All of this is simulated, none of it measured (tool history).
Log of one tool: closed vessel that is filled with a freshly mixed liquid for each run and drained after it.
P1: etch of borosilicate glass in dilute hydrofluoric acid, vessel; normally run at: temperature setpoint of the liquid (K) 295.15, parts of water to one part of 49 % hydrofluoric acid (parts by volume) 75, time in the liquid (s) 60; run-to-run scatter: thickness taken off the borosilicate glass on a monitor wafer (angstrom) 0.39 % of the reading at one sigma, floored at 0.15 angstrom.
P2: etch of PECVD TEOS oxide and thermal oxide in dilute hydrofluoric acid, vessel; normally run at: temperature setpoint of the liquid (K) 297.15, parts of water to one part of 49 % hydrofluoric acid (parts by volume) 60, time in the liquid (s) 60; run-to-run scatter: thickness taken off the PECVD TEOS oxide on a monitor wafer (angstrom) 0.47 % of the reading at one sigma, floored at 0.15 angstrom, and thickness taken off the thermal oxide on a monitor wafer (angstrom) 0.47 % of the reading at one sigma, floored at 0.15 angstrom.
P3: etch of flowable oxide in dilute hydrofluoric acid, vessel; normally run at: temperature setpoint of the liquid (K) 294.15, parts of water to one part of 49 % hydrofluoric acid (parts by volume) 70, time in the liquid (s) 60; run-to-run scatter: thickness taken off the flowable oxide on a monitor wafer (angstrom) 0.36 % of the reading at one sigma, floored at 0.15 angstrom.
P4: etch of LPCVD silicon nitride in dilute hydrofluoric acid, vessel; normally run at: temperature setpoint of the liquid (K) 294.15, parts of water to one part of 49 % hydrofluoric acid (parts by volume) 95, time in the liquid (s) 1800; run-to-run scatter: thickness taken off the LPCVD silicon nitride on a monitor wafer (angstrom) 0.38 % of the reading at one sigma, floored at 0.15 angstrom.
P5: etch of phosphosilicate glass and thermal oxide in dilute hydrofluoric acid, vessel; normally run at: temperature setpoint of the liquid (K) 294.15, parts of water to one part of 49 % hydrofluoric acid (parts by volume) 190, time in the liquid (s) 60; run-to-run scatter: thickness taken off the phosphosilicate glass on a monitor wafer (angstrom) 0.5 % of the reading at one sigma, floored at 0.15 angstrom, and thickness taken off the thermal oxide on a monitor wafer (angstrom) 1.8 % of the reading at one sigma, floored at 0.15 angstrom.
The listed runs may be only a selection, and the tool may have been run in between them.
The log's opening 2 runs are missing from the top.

run	hour	process that ran	temperature setpoint of the liquid (K)	parts of water to one part of 49 % hydrofluoric acid (parts by volume)	time in the liquid (s)	thickness taken off the borosilicate glass on a monitor wafer (angstrom)	thickness taken off the PECVD TEOS oxide on a monitor wafer (angstrom)	thickness taken off the thermal oxide on a monitor wafer (angstrom)	thickness taken off the flowable oxide on a monitor wafer (angstrom)	thickness taken off the phosphosilicate glass on a monitor wafer (angstrom)	thickness taken off the LPCVD silicon nitride on a monitor wafer (angstrom)
3	41.1	P1	295.15	135	60	104.31					
4	52.7	P1	290.15	75	60	165.19					
5	61.6	P1	295.15	20	60	817.25					
6	69.2	P1	295.15	75	95	320.64					
7	81.3	P3	294.15	70	60				384.16		
8	95.9	P2	297.15	60	60		134.47	50.175			
9	104.4	P5	294.15	70	60			38.091		1266.4	
10	117.9	P1	295.15	75	60	202.5					
11	128.5	P4	294.15	95	1800						73.753
12	140.6	P5	290.15	190	60			10.254		353.71	
13	153.6	P3	294.15	70	60				380.54		
14	165.7	P4	294.15	95	665						27.123
15	179.5	P4	294.15	50	1800						137.65
16	191.4	P2	297.15	60	100		223.49	82.423			
17	202.5	P3	294.15	30	60				927.07		
18	212.7	P1	295.15	75	60	203.33					
19	224.8	P3	294.15	70	100				634.95		
20	237.6	P1	301.15	135	60	132.42					
21	253.5	P1	295.15	75	30	101.42					
22	269	P1	295.15	75	60	203.34					
23	284.5	P1	302.65	75	60	273.29					
24	295	P2	297.15	35	60		236.61	88.212			
25	304.1	P1	301.65	20	60	1065.7					

What does the tool deliver on the next run?
26	315.2	P5	294.15	190	60			?		?	

{"run 26": {"thickness taken off the thermal oxide on a monitor wafer (angstrom)": 12.098, "thickness taken off the phosphosilicate glass on a monitor wafer (angstrom)": 410.99}}
